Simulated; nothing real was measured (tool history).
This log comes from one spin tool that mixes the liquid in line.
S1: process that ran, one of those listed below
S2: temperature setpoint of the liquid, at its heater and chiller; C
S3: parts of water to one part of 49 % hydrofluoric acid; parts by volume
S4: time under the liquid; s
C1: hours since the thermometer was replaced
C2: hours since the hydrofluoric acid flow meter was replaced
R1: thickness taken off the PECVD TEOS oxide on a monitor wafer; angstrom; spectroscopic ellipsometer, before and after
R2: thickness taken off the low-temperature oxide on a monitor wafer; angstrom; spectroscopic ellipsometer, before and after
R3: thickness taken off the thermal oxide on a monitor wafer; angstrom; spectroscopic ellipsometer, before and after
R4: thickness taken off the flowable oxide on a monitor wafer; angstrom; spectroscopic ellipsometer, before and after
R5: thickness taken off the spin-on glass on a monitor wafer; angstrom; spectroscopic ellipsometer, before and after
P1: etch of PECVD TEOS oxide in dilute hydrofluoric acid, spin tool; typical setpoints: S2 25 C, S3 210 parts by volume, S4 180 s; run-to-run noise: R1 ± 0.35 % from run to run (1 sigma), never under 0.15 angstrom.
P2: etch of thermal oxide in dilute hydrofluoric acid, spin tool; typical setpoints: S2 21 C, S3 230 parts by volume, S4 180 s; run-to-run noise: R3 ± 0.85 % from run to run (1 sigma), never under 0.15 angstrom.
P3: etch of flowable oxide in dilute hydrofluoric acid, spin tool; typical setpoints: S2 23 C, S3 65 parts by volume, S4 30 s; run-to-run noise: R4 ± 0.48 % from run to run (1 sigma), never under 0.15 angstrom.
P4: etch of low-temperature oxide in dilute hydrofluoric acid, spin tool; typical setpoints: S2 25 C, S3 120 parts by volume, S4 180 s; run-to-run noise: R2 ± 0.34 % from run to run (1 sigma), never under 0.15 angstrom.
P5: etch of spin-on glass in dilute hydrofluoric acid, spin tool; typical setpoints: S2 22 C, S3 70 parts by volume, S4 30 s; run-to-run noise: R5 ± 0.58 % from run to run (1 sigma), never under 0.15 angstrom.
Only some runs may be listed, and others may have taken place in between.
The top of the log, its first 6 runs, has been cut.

{"run": 7, "hour": 73.0, "S1": "P2", "S2": 17, "S3": 230, "S4": 180, "C1": 638.8, "C2": 390.2, "R3": 25.567}
{"run": 8, "hour": 83.3, "S1": "P1", "S2": 25, "S3": 210, "S4": 180, "C1": 649.1, "C2": 400.5, "R1": 124.45}
{"run": 9, "hour": 93.6, "S1": "P4", "S2": 32.5, "S3": 120, "S4": 180, "C1": 659.4, "C2": 410.8, "R2": 246.69}
{"run": 10, "hour": 100.0, "S1": "P1", "S2": 30.5, "S3": 210, "S4": 180, "C1": 665.8, "C2": 417.2, "R1": 150.75}
{"run": 11, "hour": 108.6, "S1": "P4", "S2": 25, "S3": 210, "S4": 180, "C1": 674.4, "C2": 425.8, "R2": 96.321}
{"run": 12, "hour": 114.3, "S1": "P3", "S2": 23, "S3": 65, "S4": 30, "C1": 680.1, "C2": 431.5, "R4": 121.57}
{"run": 13, "hour": 120.0, "S1": "P5", "S2": 22, "S3": 70, "S4": 60, "C1": 685.8, "C2": 437.2, "R5": 279.33}
{"run": 14, "hour": 127.4, "S1": "P1", "S2": 19, "S3": 360, "S4": 180, "C1": 693.2, "C2": 444.6, "R1": 50.576}
{"run": 15, "hour": 134.6, "S1": "P1", "S2": 25, "S3": 380, "S4": 180, "C1": 700.4, "C2": 451.8, "R1": 58.224}
{"run": 16, "hour": 146.8, "S1": "P4", "S2": 25, "S3": 120, "S4": 180, "C1": 712.6, "C2": 464, "R2": 187.44}
{"run": 17, "hour": 159.2, "S1": "P5", "S2": 22, "S3": 125, "S4": 30, "C1": 725, "C2": 476.4, "R5": 73.617}
{"run": 18, "hour": 168.9, "S1": "P4", "S2": 25, "S3": 120, "S4": 330, "C1": 734.7, "C2": 486.1, "R2": 341.39}
{"run": 19, "hour": 175.1, "S1": "P5", "S2": 22, "S3": 70, "S4": 30, "C1": 740.9, "C2": 492.3, "R5": 137.58}
{"run": 20, "hour": 183.4, "S1": "P3", "S2": 23, "S3": 20, "S4": 30, "C1": 749.2, "C2": 500.6, "R4": 413.16}
{"run": 21, "hour": 193.9, "S1": "P1", "S2": 25, "S3": 210, "S4": 50, "C1": 759.7, "C2": 511.1, "R1": 34.799}
{"run": 22, "hour": 199.6, "S1": "P1", "S2": 25, "S3": 95, "S4": 180, "C1": 765.4, "C2": 516.8, "R1": 315.12}
{"run": 23, "hour": 208.7, "S1": "P1", "S2": 25, "S3": 210, "S4": 330, "C1": 774.5, "C2": 525.9, "R1": 228.25}
{"run": 24, "hour": 221.4, "S1": "P2", "S2": 21, "S3": 230, "S4": 180, "C1": 787.2, "C2": 538.6, "R3": 29.312}
{"run": 25, "hour": 234.1, "S1": "P2", "S2": 21, "S3": 340, "S4": 180, "C1": 799.9, "C2": 551.3, "R3": 18.185}
{"run": 26, "hour": 239.6, "S1": "P3", "S2": 23, "S3": 65, "S4": 15, "C1": 805.4, "C2": 556.8, "R4": 60.942}
{"run": 27, "hour": 248.7, "S1": "P3", "S2": 17, "S3": 65, "S4": 30, "C1": 814.5, "C2": 565.9, "R4": 94.139}

Expected results for the next run?
{"run": 28, "hour": 256.7, "S1": "P2", "S2": 21, "S3": 230, "S4": 180, "C1": 822.5, "C2": 573.9, "R3": "?"}

R3: 29.394 angstrom
